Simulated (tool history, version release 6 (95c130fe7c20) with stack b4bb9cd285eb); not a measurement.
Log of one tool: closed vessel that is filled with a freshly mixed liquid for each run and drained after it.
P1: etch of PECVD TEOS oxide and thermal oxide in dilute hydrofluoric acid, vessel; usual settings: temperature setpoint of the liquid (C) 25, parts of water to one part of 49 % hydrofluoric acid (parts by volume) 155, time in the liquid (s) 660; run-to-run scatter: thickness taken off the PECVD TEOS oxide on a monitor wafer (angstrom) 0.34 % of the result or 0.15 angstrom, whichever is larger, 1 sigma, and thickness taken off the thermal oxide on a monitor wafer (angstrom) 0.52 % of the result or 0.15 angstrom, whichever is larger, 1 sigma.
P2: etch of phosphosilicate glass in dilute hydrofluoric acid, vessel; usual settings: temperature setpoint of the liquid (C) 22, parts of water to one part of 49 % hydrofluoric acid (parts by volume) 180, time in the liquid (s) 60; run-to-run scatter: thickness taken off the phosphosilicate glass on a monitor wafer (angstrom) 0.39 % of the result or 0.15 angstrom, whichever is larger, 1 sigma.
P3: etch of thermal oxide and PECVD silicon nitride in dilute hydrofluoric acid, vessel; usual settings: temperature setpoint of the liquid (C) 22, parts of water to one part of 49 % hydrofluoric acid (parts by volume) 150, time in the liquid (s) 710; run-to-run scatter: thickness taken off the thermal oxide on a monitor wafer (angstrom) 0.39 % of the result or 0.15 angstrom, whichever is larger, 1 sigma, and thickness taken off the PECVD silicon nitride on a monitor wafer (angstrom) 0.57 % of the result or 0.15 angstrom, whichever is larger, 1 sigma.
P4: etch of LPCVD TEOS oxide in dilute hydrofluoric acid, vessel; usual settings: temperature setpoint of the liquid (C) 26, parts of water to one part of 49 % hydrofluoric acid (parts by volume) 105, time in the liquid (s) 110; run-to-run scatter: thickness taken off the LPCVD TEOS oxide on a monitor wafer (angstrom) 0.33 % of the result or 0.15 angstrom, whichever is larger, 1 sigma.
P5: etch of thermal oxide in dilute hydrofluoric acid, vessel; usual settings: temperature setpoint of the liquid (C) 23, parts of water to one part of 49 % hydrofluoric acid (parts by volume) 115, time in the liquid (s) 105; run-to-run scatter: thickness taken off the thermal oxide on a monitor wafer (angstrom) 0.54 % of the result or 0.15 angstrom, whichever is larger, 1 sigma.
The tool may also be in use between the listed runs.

| run | day | process that ran | temperature setpoint of the liquid (C) | parts of water to one part of 49 % hydrofluoric acid (parts by volume) | time in the liquid (s) | thickness taken off the PECVD TEOS oxide on a monitor wafer (angstrom) | thickness taken off the thermal oxide on a monitor wafer (angstrom) | thickness taken off the PECVD silicon nitride on a monitor wafer (angstrom) | thickness taken off the LPCVD TEOS oxide on a monitor wafer (angstrom) | thickness taken off the phosphosilicate glass on a monitor wafer (angstrom) |
|---|---|---|---|---|---|---|---|---|---|---|
| 1 | 0.308 | P1 | 25 | 155 | 660 | 376.09 | 203.09 |  |  |  |
| 2 | 0.471 | P3 | 22 | 150 | 710 |  | 193.93 | 214.17 |  |  |
| 3 | 0.717 | P1 | 25 | 260 | 660 | 202.08 | 107.95 |  |  |  |
| 4 | 0.967 | P1 | 25 | 155 | 130 | 74.18 | 40.636 |  |  |  |
| 5 | 1.112 | P4 | 26 | 105 | 110 |  |  |  | 254.25 |  |
| 6 | 1.258 | P1 | 25 | 155 | 660 | 379.69 | 205.65 |  |  |  |
| 7 | 1.408 | P1 | 25 | 155 | 660 | 378.02 | 204.24 |  |  |  |
| 8 | 1.583 | P4 | 26 | 155 | 110 |  |  |  | 163.02 |  |
| 9 | 1.833 | P1 | 29.5 | 155 | 660 | 446.24 | 241.16 |  |  |  |
| 10 | 2.121 | P3 | 22 | 265 | 710 |  | 97.636 | 122.2 |  |  |
| 11 | 2.267 | P2 | 22 | 100 | 60 |  |  |  |  | 888.51 |
| 12 | 2.504 | P1 | 20 | 155 | 660 | 310.02 | 169.12 |  |  |  |
| 13 | 2.733 | P3 | 17 | 150 | 710 |  | 159.6 | 153.47 |  |  |
| 14 | 2.908 | P1 | 25 | 255 | 1175 | 364.94 | 198.66 |  |  |  |
| 15 | 3.158 | P1 | 25 | 155 | 660 | 376.36 | 202.3 |  |  |  |
| 16 | 3.308 | P2 | 30 | 180 | 60 |  |  |  |  | 605.95 |
| 17 | 3.583 | P5 | 23 | 200 | 105 |  | 21.205 |  |  |  |
| 18 | 3.792 | P4 | 26 | 105 | 110 |  |  |  | 255.07 |  |
| 19 | 4.096 | P5 | 31 | 115 | 105 |  | 55.341 |  |  |  |
| 20 | 4.267 | P4 | 33 | 105 | 110 |  |  |  | 332.66 |  |
| 21 | 4.479 | P1 | 25 | 155 | 660 | 379.09 | 204.77 |  |  |  |
| 22 | 4.692 | P1 | 32.5 | 65 | 660 | 1353.9 | 730.09 |  |  |  |
| 23 | 4.962 | P2 | 22 | 180 | 30 |  |  |  |  | 226.01 |
| 24 | 5.167 | P5 | 23 | 115 | 105 |  | 40.555 |  |  |  |
| 25 | 5.458 | P2 | 22 | 180 | 60 |  |  |  |  | 453.44 |
| 26 | 5.729 | P1 | 25 | 50 | 1260 | 2570.7 | 1388.6 |  |  |  |
| 27 | 5.962 | P2 | 22 | 180 | 60 |  |  |  |  | 453.15 |
| 28 | 6.192 | P5 | 23 | 115 | 30 |  | 11.811 |  |  |  |
| 29 | 6.354 | P1 | 25 | 40 | 660 | 1699.9 | 918.75 |  |  |  |

Forecast run 30:
| 30 | 6.517 | P1 | 25 | 155 | 660 | ? | ? |  |  |  |

thickness taken off the PECVD TEOS oxide on a monitor wafer (angstrom): 378.76
thickness taken off the thermal oxide on a monitor wafer (angstrom): 203.25
